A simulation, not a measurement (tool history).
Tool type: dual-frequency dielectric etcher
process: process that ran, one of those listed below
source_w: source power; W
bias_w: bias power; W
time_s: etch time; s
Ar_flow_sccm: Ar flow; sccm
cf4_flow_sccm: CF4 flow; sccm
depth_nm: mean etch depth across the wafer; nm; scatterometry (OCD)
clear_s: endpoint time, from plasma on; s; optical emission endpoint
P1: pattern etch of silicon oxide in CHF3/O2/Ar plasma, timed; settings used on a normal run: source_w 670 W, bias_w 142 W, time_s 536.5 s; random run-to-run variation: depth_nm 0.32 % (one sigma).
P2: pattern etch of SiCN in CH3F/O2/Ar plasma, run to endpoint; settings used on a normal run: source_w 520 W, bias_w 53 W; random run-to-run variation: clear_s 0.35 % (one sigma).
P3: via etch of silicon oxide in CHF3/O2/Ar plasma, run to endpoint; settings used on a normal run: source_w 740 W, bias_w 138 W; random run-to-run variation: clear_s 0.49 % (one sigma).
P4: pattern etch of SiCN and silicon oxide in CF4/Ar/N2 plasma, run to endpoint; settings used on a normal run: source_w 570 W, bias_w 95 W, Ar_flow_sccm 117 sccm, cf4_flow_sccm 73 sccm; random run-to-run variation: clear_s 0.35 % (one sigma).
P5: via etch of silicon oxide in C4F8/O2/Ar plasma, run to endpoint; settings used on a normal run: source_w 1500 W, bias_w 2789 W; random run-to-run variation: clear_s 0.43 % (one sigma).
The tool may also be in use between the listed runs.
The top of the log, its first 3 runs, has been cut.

run,hour,process,source_w,bias_w,time_s,Ar_flow_sccm,cf4_flow_sccm,hours since the last wet clean,hours since the last source power generator calibration,hours since the last bias power generator calibration,depth_nm,clear_s
4,15.5,P1,670,142,536.5,,,322,1305.2,833,1006.7,
5,20.7,P2,520,31,,,,327.2,1310.4,838.2,,27.207
6,23.9,P3,870,138,,,,330.4,1313.6,841.4,,254.41
7,29.1,P1,670,142,536.5,,,335.6,1318.8,846.6,1003.7,
8,33.3,P1,500,142,641,,,339.8,1323,850.8,1071,
9,36.4,P1,670,142,536.5,,,342.9,1326.1,853.9,1009.6,
10,41.6,P3,740,138,,,,348.1,1331.3,859.1,,269.95
11,46.1,P4,570,95,,117,73,352.6,1335.8,863.6,,10.877
12,48.8,P1,450,170,536.5,,,355.3,1338.5,866.3,916.49,
13,53,P5,1500,2789,,,,359.5,1342.7,870.5,,399.6
14,56.7,P1,670,180,536.5,,,363.2,1346.4,874.2,1088.9,
15,61.2,P4,710,95,,117,73,367.7,1350.9,878.7,,8.9887
16,66.4,P1,670,109,536.5,,,372.9,1356.1,883.9,929.66,
17,69,P5,1500,1678,,,,375.5,1358.7,886.5,,464.14
18,71.7,P3,740,188,,,,378.2,1361.4,889.2,,246.25
19,75.4,P4,570,95,,85,73,381.9,1365.1,892.9,,10.4
20,78.7,P1,830,142,778,,,385.2,1368.4,896.2,1580.5,
21,81.6,P5,1500,2789,,,,388.1,1371.3,899.1,,398.6
22,86.1,P5,1050,2789,,,,392.6,1375.8,903.6,,454.42
23,90.5,P3,740,138,,,,397,1380.2,908,,268.95
24,94.2,P4,570,95,,117,103,400.7,1383.9,911.7,,10.382
25,97.7,P1,420,142,536.5,,,404.2,1387.4,915.2,839.85,

Forecast run 26:
26,101.8,P2,520,53,,,,408.3,1391.5,919.3,,?

Run 26 produced clear_s 23.133 s.
